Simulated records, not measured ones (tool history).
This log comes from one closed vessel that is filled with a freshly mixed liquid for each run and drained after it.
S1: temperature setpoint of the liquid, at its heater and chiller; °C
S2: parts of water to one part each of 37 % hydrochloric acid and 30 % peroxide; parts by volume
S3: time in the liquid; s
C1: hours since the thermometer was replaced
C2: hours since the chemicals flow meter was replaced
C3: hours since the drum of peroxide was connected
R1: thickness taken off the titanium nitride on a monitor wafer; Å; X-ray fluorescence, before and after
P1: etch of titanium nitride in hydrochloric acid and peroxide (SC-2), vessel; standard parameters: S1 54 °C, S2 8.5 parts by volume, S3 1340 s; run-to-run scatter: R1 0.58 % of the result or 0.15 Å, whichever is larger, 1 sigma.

run 1 hour=10.7 | S1=54 S2=8.5 S3=1340 | C1=582.3 C2=1425.3 C3=266.7 | R1=492.76
run 2 hour=23.8 | S1=54 S2=8.5 S3=2660 | C1=595.4 C2=1438.4 C3=279.8 | R1=985.76
run 3 hour=35.9 | S1=54 S2=8.5 S3=45 | C1=607.5 C2=1450.5 C3=291.9 | R1=16.78
run 4 hour=50.8 | S1=54 S2=8.5 S3=1340 | C1=622.4 C2=1465.4 C3=306.8 | R1=497.32
-- hour=57 new drum of peroxide connected
run 5 hour=58.3 | S1=64 S2=8.5 S3=1340 | C1=629.9 C2=1472.9 C3=1.3 | R1=931.8
run 6 hour=68.8 | S1=54 S2=4 S3=1340 | C1=640.4 C2=1483.4 C3=11.8 | R1=866.3
run 7 hour=77.2 | S1=54 S2=8.5 S3=1340 | C1=648.8 C2=1491.8 C3=20.2 | R1=496.65
run 8 hour=89.8 | S1=54 S2=14 S3=1340 | C1=661.4 C2=1504.4 C3=32.8 | R1=325.16
run 9 hour=101.3 | S1=38 S2=8.5 S3=1340 | C1=672.9 C2=1515.9 C3=44.3 | R1=166.63
run 10 hour=110.3 | S1=54 S2=8.5 S3=1340 | C1=681.9 C2=1524.9 C3=53.3 | R1=496.67
run 11 hour=119.2 | S1=46 S2=8.5 S3=550 | C1=690.8 C2=1533.8 C3=62.2 | R1=118.5
run 12 hour=129.9 | S1=54 S2=8.5 S3=1340 | C1=701.5 C2=1544.5 C3=72.9 | R1=493.42

Estimate the outcome of run 13 from the log above:
run 13 hour=138.1 | S1=54 S2=8.5 S3=1340 | C1=709.7 C2=1552.7 C3=81.1 | R1=?

{"run 13": {"R1": 497.48}}
